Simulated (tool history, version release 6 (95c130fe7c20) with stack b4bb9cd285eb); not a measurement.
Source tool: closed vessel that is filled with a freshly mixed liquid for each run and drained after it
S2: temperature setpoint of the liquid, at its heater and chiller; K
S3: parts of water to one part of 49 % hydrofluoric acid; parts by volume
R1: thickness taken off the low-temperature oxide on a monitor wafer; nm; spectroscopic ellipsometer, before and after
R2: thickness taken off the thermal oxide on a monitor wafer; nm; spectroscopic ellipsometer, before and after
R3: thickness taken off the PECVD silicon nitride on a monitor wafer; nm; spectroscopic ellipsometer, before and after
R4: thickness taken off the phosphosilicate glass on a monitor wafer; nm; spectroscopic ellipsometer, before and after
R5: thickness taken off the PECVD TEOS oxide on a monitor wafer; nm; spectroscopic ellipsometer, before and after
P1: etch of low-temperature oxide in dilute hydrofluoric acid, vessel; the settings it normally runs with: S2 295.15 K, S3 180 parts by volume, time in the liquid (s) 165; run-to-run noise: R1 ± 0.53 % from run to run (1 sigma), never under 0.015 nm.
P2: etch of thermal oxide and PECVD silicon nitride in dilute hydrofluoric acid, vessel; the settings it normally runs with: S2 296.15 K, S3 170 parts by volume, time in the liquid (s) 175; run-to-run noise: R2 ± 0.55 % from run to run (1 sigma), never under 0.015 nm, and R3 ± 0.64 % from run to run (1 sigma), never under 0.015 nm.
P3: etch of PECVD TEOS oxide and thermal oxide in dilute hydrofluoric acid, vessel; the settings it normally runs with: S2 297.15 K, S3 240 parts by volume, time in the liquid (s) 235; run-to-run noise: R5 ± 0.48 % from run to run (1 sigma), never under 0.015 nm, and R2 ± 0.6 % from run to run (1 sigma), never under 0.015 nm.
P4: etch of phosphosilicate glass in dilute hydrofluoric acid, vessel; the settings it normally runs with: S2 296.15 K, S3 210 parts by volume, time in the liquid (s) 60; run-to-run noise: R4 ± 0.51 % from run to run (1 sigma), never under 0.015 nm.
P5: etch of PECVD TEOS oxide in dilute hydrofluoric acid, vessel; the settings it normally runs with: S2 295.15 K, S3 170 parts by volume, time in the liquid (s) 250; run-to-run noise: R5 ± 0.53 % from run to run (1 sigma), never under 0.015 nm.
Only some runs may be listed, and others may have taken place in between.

run 1 day=0.175 | process_that_ran=P1 S2=295.15 S3=180 time_in_the_liquid_(s)=165 | R1=8.9125
run 2 day=0.288 | process_that_ran=P2 S2=296.15 S3=170 time_in_the_liquid_(s)=175 | R2=4.2684 R3=4.5962
run 3 day=0.421 | process_that_ran=P4 S2=296.15 S3=130 time_in_the_liquid_(s)=60 | R4=84.948
run 4 day=0.550 | process_that_ran=P1 S2=295.15 S3=255 time_in_the_liquid_(s)=165 | R1=5.8645
run 5 day=0.750 | process_that_ran=P2 S2=302.15 S3=170 time_in_the_liquid_(s)=175 | R2=5.1720 R3=6.7341
run 6 day=0.954 | process_that_ran=P5 S2=295.15 S3=290 time_in_the_liquid_(s)=250 | R5=14.7930
run 7 day=1.112 | process_that_ran=P1 S2=295.15 S3=180 time_in_the_liquid_(s)=320 | R1=17.3250
run 8 day=1.233 | process_that_ran=P4 S2=290.15 S3=210 time_in_the_liquid_(s)=60 | R4=38.076
run 9 day=1.433 | process_that_ran=P1 S2=290.15 S3=180 time_in_the_liquid_(s)=165 | R1=7.3672
run 10 day=1.579 | process_that_ran=P1 S2=295.15 S3=180 time_in_the_liquid_(s)=165 | R1=9.0000
run 11 day=1.808 | process_that_ran=P1 S2=301.65 S3=180 time_in_the_liquid_(s)=80 | R1=5.4221
-- day=1.821 hydrofluoric acid flow meter replaced
run 12 day=1.979 | process_that_ran=P1 S2=300.65 S3=180 time_in_the_liquid_(s)=165 | R1=10.9070
run 13 day=2.212 | process_that_ran=P1 S2=299.65 S3=180 time_in_the_liquid_(s)=300 | R1=19.1650
run 14 day=2.392 | process_that_ran=P4 S2=296.15 S3=210 time_in_the_liquid_(s)=30 | R4=23.879
run 15 day=2.550 | process_that_ran=P3 S2=297.15 S3=240 time_in_the_liquid_(s)=235 | R2=3.7511 R5=9.2993
run 16 day=2.733 | process_that_ran=P5 S2=291.15 S3=170 time_in_the_liquid_(s)=250 | R5=24.2460
run 17 day=2.929 | process_that_ran=P1 S2=295.15 S3=180 time_in_the_liquid_(s)=165 | R1=8.9382
run 18 day=3.154 | process_that_ran=P1 S2=295.15 S3=45 time_in_the_liquid_(s)=165 | R1=41.7580
run 19 day=3.279 | process_that_ran=P3 S2=290.15 S3=240 time_in_the_liquid_(s)=235 | R2=2.9074 R5=7.1122
run 20 day=3.467 | process_that_ran=P2 S2=296.15 S3=170 time_in_the_liquid_(s)=280 | R2=6.7907 R3=7.4162
run 21 day=3.638 | process_that_ran=P3 S2=297.15 S3=390 time_in_the_liquid_(s)=235 | R2=2.0192 R5=5.0032
run 22 day=3.758 | process_that_ran=P1 S2=300.15 S3=180 time_in_the_liquid_(s)=55 | R1=3.5973
run 23 day=3.921 | process_that_ran=P3 S2=297.15 S3=240 time_in_the_liquid_(s)=455 | R2=7.2980 R5=18.0090
run 24 day=4.096 | process_that_ran=P1 S2=295.15 S3=180 time_in_the_liquid_(s)=75 | R1=4.0543
run 25 day=4.308 | process_that_ran=P5 S2=295.15 S3=170 time_in_the_liquid_(s)=250 | R5=28.5800
run 26 day=4.471 | process_that_ran=P5 S2=295.15 S3=170 time_in_the_liquid_(s)=420 | R5=47.9730
run 27 day=4.675 | process_that_ran=P4 S2=296.15 S3=210 time_in_the_liquid_(s)=60 | R4=47.870
run 28 day=4.888 | process_that_ran=P1 S2=295.15 S3=180 time_in_the_liquid_(s)=165 | R1=8.9614
run 29 day=5.100 | process_that_ran=P2 S2=296.15 S3=105 time_in_the_liquid_(s)=175 | R2=7.3408 R3=7.4358
run 30 day=5.262 | process_that_ran=P1 S2=295.15 S3=180 time_in_the_liquid_(s)=165 | R1=9.0054
run 31 day=5.462 | process_that_ran=P1 S2=295.15 S3=180 time_in_the_liquid_(s)=165 | R1=8.9219
run 32 day=5.588 | process_that_ran=P1 S2=295.15 S3=180 time_in_the_liquid_(s)=165 | R1=8.6689
run 33 day=5.808 | process_that_ran=P1 S2=295.15 S3=180 time_in_the_liquid_(s)=165 | R1=8.5686
run 34 day=5.954 | process_that_ran=P1 S2=295.15 S3=180 time_in_the_liquid_(s)=165 | R1=8.5007
run 35 day=6.162 | process_that_ran=P1 S2=295.15 S3=180 time_in_the_liquid_(s)=165 | R1=8.3691

The next listed run, before its measurement:
run 36 day=6.417 | process_that_ran=P1 S2=295.15 S3=180 time_in_the_liquid_(s)=165 | R1=?

R1: 8.3787 nm
